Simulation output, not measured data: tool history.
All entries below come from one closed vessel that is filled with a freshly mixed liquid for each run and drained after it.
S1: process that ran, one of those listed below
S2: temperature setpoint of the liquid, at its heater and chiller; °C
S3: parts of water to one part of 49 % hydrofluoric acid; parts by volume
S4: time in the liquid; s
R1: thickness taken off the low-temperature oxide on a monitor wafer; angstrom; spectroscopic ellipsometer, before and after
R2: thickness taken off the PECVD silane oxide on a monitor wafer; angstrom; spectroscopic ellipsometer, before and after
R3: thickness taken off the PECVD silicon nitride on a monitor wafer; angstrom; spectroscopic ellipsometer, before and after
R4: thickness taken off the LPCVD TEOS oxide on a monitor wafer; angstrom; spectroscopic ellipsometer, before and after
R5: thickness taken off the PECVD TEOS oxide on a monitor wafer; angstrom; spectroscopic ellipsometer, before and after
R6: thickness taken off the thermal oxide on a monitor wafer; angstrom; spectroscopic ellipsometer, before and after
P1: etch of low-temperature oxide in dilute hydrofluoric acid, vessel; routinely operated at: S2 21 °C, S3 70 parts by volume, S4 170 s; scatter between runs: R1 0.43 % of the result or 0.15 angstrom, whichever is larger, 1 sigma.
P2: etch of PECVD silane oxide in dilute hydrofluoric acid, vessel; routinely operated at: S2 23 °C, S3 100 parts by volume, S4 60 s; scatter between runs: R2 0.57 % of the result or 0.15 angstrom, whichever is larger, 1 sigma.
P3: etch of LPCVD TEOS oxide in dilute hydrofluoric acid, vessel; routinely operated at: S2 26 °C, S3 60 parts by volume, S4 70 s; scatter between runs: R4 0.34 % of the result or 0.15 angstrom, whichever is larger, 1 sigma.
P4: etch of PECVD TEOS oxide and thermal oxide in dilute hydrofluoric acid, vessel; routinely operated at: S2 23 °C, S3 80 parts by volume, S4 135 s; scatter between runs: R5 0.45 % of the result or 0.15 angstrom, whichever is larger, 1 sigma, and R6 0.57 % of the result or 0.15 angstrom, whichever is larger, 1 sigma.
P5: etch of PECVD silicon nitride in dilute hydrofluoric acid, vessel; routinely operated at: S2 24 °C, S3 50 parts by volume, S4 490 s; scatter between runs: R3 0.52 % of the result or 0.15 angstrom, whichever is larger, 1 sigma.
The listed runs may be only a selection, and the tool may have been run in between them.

run   hour  S1    S2   S3   S4      R1      R2      R3      R4      R5      R6
  1    6.3  P1    21   70  170  483.95
  2   11.4  P2    23  100   60          90.389
  3   16.8  P1    21  105   55    99.5
  4   21.9  P1    21   70  325  928.19
  5   25.9  P5    24   50  960                  397.29
  6   30.8  P5    24   90  490                  113.94
  7   35.9  P2    23  100   30          45.081
  8   40.9  P3    26   60  135                          897.93
  9     44  P4    23   80  135                                  352.03   80.18
 10   49.2  P4    23   80  135                                  354.68  80.002
 11     53  P3    26   60   70                          465.54
 12   59.7  P1    21   45   45  206.14
 13   64.6  P4    23   80  265                                  695.18  157.67
 14   71.1  P3  19.5   60   70                          356.31
 15   75.7  P1    21   70  170  482.74
 16   81.2  P4    17   80  135                                  277.79  62.246
 17   84.9  P1    21   25  170  1425.1
 18   91.3  P5    24   50  490                  203.34
 19   94.5  P4    23   25  135                                  1219.3  271.71
 20   99.1  P1    21   70  170   479.7
 21  104.4  P3    26   20   70                          1475.8
 22  111.1  P1    17   70  170  412.02
 23    117  P1  27.5   70  170  633.63
 24  122.8  P1    21  100  170  325.11
 25  126.7  P1    21   70   60  170.06
 26  131.4  P2    23  165   60          51.051
 27  135.6  P1    21   70  170   482.9
 28    141  P2    23  100   60          89.277
 29  146.9  P2    29  100   60          113.61

The next listed run, before its measurement:
 30  152.9  P5  29  50  490           ?

R3: 283.73 angstrom
